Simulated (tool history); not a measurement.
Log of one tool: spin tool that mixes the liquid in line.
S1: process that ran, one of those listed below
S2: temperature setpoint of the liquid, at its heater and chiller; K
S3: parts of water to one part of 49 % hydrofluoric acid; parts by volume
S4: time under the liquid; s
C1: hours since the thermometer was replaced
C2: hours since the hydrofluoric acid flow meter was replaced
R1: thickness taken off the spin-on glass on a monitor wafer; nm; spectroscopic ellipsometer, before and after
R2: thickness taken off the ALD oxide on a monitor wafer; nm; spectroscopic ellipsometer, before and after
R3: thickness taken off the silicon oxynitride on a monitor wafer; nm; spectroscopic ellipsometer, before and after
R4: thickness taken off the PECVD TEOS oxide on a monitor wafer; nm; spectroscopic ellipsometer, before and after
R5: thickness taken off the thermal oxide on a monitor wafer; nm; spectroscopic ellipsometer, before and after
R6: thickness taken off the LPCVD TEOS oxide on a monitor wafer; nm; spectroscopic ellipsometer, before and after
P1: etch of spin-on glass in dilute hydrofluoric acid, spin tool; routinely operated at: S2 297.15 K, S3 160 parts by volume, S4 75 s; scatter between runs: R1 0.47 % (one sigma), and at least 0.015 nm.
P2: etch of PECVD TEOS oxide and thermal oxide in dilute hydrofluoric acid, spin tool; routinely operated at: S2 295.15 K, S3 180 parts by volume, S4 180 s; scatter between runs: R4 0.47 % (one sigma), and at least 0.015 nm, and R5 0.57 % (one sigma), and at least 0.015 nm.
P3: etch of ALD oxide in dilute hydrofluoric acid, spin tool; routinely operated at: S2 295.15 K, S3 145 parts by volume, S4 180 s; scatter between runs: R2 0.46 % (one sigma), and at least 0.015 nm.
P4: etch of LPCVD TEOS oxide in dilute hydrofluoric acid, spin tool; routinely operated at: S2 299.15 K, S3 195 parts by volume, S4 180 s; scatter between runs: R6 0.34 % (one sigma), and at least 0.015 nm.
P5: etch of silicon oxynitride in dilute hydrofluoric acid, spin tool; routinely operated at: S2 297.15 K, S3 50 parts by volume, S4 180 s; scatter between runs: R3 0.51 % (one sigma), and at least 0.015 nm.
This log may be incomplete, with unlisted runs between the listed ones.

run,day,S1,S2,S3,S4,C1,C2,R1,R2,R3,R4,R5,R6
1,0.192,P1,297.15,160,75,335.7,344.9,29.8040,,,,,
2,0.346,P1,297.15,160,135,339.4,348.6,53.2060,,,,,
3,0.462,P3,295.15,225,180,342.2,351.4,,6.8453,,,,
4,0.600,P1,297.15,55,75,345.5,354.7,98.2790,,,,,
5,0.712,P5,305.15,50,180,348.2,357.4,,,13.7660,,,
6,0.850,P1,297.15,160,15,351.5,360.7,5.9301,,,,,
7,0.992,P2,290.15,180,180,354.9,364.1,,,,9.7502,3.4402,
8,1.138,P5,297.15,50,180,358.4,367.6,,,9.3111,,,
9,1.321,P2,295.15,180,325,362.8,372.0,,,,21.5930,7.5447,
10,1.450,P1,297.15,160,75,365.9,375.1,29.8300,,,,,
11,1.617,P1,297.15,95,145,369.9,379.1,104.3800,,,,,
12,1.821,P3,295.15,145,180,374.8,384.0,,11.5520,,,,
13,1.954,P2,295.15,255,180,378.0,387.2,,,,7.8152,2.7195,
14,2.129,P1,297.15,160,75,382.2,391.4,29.9340,,,,,
15,2.246,P1,297.15,160,75,385.0,394.2,29.8610,,,,,
16,2.362,P3,295.15,145,30,387.8,397.0,,1.9236,,,,
17,2.462,P3,295.15,145,180,390.2,399.4,,11.7640,,,,
18,2.617,P1,302.15,160,75,393.9,403.1,35.7200,,,,,
19,2.792,P3,290.15,145,180,398.1,407.3,,9.5411,,,,
20,3.004,P1,297.15,245,75,403.2,412.4,17.5410,,,,,
21,3.167,P4,304.15,195,180,407.1,416.3,,,,,,24.302
22,3.371,P1,297.15,160,75,412.0,421.2,29.5920,,,,,
23,3.496,P1,297.15,160,75,415.0,424.2,29.6450,,,,,
24,3.683,P5,297.15,75,180,419.5,428.7,,,6.0536,,,

Run 25 is up next; what results do you expect?
25,3.846,P1,291.65,160,75,423.4,432.6,?,,,,,

{"run 25": {"R1": 23.926}}

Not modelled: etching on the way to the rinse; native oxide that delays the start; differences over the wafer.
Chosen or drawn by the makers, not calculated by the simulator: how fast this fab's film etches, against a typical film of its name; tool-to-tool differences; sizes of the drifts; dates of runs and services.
